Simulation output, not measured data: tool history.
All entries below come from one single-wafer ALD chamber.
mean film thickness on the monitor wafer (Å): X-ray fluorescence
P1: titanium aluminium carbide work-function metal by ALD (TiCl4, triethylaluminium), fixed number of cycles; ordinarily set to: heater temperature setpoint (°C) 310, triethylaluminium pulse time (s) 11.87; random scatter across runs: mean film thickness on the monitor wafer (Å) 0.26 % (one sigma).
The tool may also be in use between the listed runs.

| run | day | heater temperature setpoint (°C) | triethylaluminium pulse time (s) | hours since the last thermocouple change | hours since the last triethylaluminium bottle change | mean film thickness on the monitor wafer (Å) |
|---|---|---|---|---|---|---|
| 1 | 0.204 | 310 | 11.87 | 1349.7 | 187.2 | 21.278 |
| 2 | 0.612 | 320 | 15.25 | 1359.5 | 197.0 | 22.479 |
|  | 0.654 | thermocouple changed; heater temperature recalibrated |
| 3 | 1.017 | 310 | 11.87 | 8.7 | 206.7 | 21.258 |
| 4 | 1.450 | 310 | 5.96 | 19.1 | 217.1 | 18.796 |
| 5 | 1.883 | 310 | 11.87 | 29.5 | 227.5 | 21.227 |
| 6 | 2.092 | 310 | 11.87 | 34.5 | 232.5 | 21.243 |
| 7 | 2.288 | 294 | 11.87 | 39.2 | 237.2 | 19.722 |
| 8 | 2.579 | 310 | 11.87 | 46.2 | 244.2 | 21.250 |
| 9 | 2.812 | 310 | 11.87 | 51.8 | 249.8 | 21.310 |
| 10 | 3.217 | 328 | 8.05 | 61.5 | 259.5 | 21.707 |
| 11 | 3.596 | 332 | 11.87 | 70.6 | 268.6 | 23.254 |
| 12 | 3.958 | 310 | 19.51 | 79.3 | 277.3 | 21.685 |

The next listed run, before its measurement:
| 13 | 4.225 | 310 | 11.87 | 85.7 | 283.7 | ? |

{"run 13": {"mean film thickness on the monitor wafer (Å)": 21.235}}

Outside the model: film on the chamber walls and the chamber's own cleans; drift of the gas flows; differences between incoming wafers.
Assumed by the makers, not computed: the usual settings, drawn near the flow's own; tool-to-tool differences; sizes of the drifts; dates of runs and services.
